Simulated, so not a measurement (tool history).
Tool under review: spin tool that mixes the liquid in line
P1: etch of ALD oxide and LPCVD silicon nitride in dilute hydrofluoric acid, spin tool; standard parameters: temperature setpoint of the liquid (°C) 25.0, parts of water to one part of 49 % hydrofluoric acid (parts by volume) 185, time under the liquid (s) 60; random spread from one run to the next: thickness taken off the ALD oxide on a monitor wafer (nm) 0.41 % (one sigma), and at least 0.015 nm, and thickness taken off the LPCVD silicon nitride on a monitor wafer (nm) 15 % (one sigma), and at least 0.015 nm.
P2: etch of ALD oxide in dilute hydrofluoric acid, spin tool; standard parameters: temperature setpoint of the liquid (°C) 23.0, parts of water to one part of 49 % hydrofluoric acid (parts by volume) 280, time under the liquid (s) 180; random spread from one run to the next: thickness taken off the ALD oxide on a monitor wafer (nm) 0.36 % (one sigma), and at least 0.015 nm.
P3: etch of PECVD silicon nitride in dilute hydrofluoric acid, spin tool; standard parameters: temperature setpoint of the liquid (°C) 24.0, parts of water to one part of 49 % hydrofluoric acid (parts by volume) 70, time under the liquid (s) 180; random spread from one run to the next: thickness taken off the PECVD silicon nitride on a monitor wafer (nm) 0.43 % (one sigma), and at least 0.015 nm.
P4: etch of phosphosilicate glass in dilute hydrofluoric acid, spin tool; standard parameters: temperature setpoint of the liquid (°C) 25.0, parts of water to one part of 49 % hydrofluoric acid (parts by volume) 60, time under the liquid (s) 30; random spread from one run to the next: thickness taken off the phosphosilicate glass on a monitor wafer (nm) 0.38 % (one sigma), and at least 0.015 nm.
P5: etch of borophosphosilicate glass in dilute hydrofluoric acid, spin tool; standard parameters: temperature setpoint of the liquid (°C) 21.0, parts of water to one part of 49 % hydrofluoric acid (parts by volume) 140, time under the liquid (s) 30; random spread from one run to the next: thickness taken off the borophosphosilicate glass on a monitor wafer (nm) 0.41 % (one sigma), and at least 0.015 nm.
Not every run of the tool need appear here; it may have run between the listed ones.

run     day  process that ran  temperature setpoint of the liquid (°C)  parts of water to one part of 49 % hydrofluoric acid (parts by volume)  time under the liquid (s)  hours since the thermometer was replaced  hours since the hydrofluoric acid flow meter was replaced  thickness taken off the ALD oxide on a monitor wafer (nm)  thickness taken off the LPCVD silicon nitride on a monitor wafer (nm)  thickness taken off the PECVD silicon nitride on a monitor wafer (nm)  thickness taken off the borophosphosilicate glass on a monitor wafer (nm)  thickness taken off the phosphosilicate glass on a monitor wafer (nm)
  1   0.683                P1                                     25.0                                                                     185                         60                                     590.2                                                      433.7                                                     9.8780                                                               0.255410
  2   1.012                P1                                     25.0                                                                     120                         60                                     598.1                                                      441.6                                                    16.6450                                                               0.247080
  3   1.362                P1                                     25.0                                                                      60                         85                                     606.5                                                      450.0                                                    50.5230                                                               0.756220
  4   2.021                P1                                     25.0                                                                     185                         30                                     622.3                                                      465.8                                                     4.9880                                                               0.098184
  5   2.725                P1                                     25.0                                                                     285                         60                                     639.2                                                      482.7                                                     5.8227                                                               0.113280
  6   3.033                P3                                     24.0                                                                      70                         20                                     646.6                                                      490.1                                                                                                                                                                                                   1.1624
  7   3.712                P1                                     25.0                                                                     185                         60                                     662.9                                                      506.4                                                    10.0150                                                               0.167130
  8   4.279                P1                                     25.0                                                                     185                         60                                     676.5                                                      520.0                                                     9.9366                                                               0.175590
  9   4.771                P3                                     24.0                                                                      70                        180                                     688.3                                                      531.8                                                                                                                                                                                                  10.4660
 10   5.350                P1                                     25.0                                                                     185                         60                                     702.2                                                      545.7                                                     9.9239                                                               0.164470
 11   5.850                P2                                     23.0                                                                     280                        330                                     714.2                                                      557.7                                                    20.8920
 12   6.283                P2                                     23.0                                                                      80                        180                                     724.6                                                      568.1                                                    49.2490
 13   6.946                P5                                     21.0                                                                     255                         30                                     740.5                                                      584.0                                                                                                                                                                                                                                                                              6.1293
 14   7.296                P1                                     25.0                                                                     185                         60                                     748.9                                                      592.4                                                     9.9649                                                               0.218190
 15   8.000                P3                                     24.0                                                                      70                        180                                     765.8                                                      609.3                                                                                                                                                                                                  10.3780
 16   8.512                P5                                     21.0                                                                     140                         30                                     778.1                                                      621.6                                                                                                                                                                                                                                                                             12.3950
 17   8.967                P1                                     25.0                                                                     320                         20                                     789.0                                                      632.5                                                     1.6791                                                               0.021767
 18   9.275                P1                                     29.0                                                                     185                         15                                     796.4                                                      639.9                                                     2.8739                                                               0.060387
 19   9.596                P5                                     21.0                                                                     140                         30                                     804.1                                                      647.6                                                                                                                                                                                                                                                                             12.5580
 20  10.038                P3                                     17.5                                                                      70                        180                                     814.7                                                      658.2                                                                                                                                                                                                   6.6356
 21  10.346                P1                                     30.5                                                                     185                         60                                     822.1                                                      665.6                                                    12.2380                                                               0.292320
 22  10.842                P2                                     23.0                                                                     280                        180                                     834.0                                                      677.5                                                    11.3770
 23  11.492                P2                                     23.0                                                                     280                        180                                     849.6                                                      693.1                                                    11.4320
 24  11.833                P2                                     17.0                                                                     280                        180                                     857.8                                                      701.3                                                     9.1585
 25  12.317                P3                                     24.0                                                                     120                        180                                     869.4                                                      712.9                                                                                                                                                                                                   6.1367
 26  12.971                P5                                     17.0                                                                     140                         30                                     885.1                                                      728.6                                                                                                                                                                                                                                                                             10.6790
 27  13.325                P4                                     32.5                                                                      60                         30                                     893.6                                                      737.1                                                                                                                                                                                                                                                                                                                                                    152.020
 28  13.858                P1                                     18.0                                                                     185                         60                                     906.4                                                      749.9                                                     7.6250                                                               0.104650
 29  14.512                P1                                     25.0                                                                     185                         85                                     922.1                                                      765.6                                                    14.1800                                                               0.220390
 30  14.825                P4                                     25.0                                                                     105                         30                                     929.6                                                      773.1                                                                                                                                                                                                                                                                                                                                                     61.189
 31  15.171                P1                                     25.0                                                                     185                         60                                     937.9                                                      781.4                                                     9.9391                                                               0.143570
 32  15.525                P4                                     25.0                                                                      60                         30                                     946.4                                                      789.9                                                                                                                                                                                                                                                                                                                                                    113.840
 33  16.217                P5                                     21.0                                                                     140                         55                                     963.0                                                      806.5                                                                                                                                                                                                                                                                             23.0790
 34  16.892                P4                                     25.0                                                                      60                         60                                     979.2                                                      822.7                                                                                                                                                                                                                                                                                                                                                    226.650
 35  17.458                P1                                     25.0                                                                     185                         60                                     992.8                                                      836.3                                                     9.9638                                                               0.192470
 36  17.975                P1                                     25.0                                                                     185                         60                                    1005.2                                                      848.7                                                     9.9935                                                               0.155150
 37  18.625                P1                                     25.0                                                                     185                         60                                    1020.8                                                      864.3                                                     9.6430                                                               0.223120
 38  19.325                P1                                     25.0                                                                     185                         60                                    1037.6                                                      881.1                                                     9.4942                                                               0.203370
 39  19.704                P1                                     25.0                                                                     185                         60                                    1046.7                                                      890.2                                                     9.4721                                                               0.180970
 40  20.362                P1                                     25.0                                                                     185                         60                                    1062.5                                                      906.0                                                     9.3670                                                               0.088298
 41  20.700                P1                                     25.0                                                                     185                         60                                    1070.6                                                      914.1                                                     9.3642                                                               0.139660
 42  21.158                P1                                     25.0                                                                     185                         60                                    1081.6                                                      925.1                                                     9.3614                                                               0.164310
 43  21.462                P1                                     25.0                                                                     185                         60                                    1088.9                                                      932.4                                                     9.3714                                                               0.181730
 44  22.100                P1                                     25.0                                                                     185                         60                                    1104.2                                                      947.7                                                     9.2505                                                               0.130400
 45  22.579                P1                                     25.0                                                                     185                         60                                    1115.7                                                      959.2                                                     9.3039                                                               0.127170

Compared with where it was, what P1 gives has crept away. Each cause listed below fits the log as well as the rest, at the size given for it:
A: liquid colder than its thermometer reads (K) = 1.8
B: hydrofluoric acid flow below the setpoint (%) = 5.38
The onset of the drift is placed at about day 17.975.

Question marks stand in for the results of the 4 check runs listed below, each run on one wafer. Under which run would the listed causes show clearly different results?
check 1  23.058                P2                                     23.0                                                                     145                        180                                                                                                                                                               ?
check 2  23.058                P5                                     17.0                                                                     250                         30                                                                                                                                                                                                                                                                                                                                                                                        ?
check 3  23.058                P4                                     31.5                                                                     100                         30                                                                                                                                                                                                                                                                                                                                                                                                                                                               ?
check 4  23.058                P3                                     17.5                                                                      70                        180                                                                                                                                                                                                                                                                                                             ?

Outcome of each check run for each possible cause:
  check                                                                     result     if A     if B
check 1                  thickness taken off the ALD oxide on a monitor wafer (nm)  23.6040  23.7430
check 2  thickness taken off the borophosphosilicate glass on a monitor wafer (nm)   5.0172   5.0326
check 3      thickness taken off the phosphosilicate glass on a monitor wafer (nm)   77.237   77.507
check 4      thickness taken off the PECVD silicon nitride on a monitor wafer (nm)   5.8955   6.3461
Separation of the two closest causes in each check, using whichever result separates them best: check 1 0.59 %; check 2 0.31 %; check 3 0.35 %; check 4 7.37 %
The other checks would show nearly matching results whichever cause is true, so check 4 is the only one that separates the causes.

With check 4 done, the readings were: thickness taken off the PECVD silicon nitride on a monitor wafer (nm) 5.9339. Identify which of the listed causes applies.

It is A: liquid colder than its thermometer reads (K).
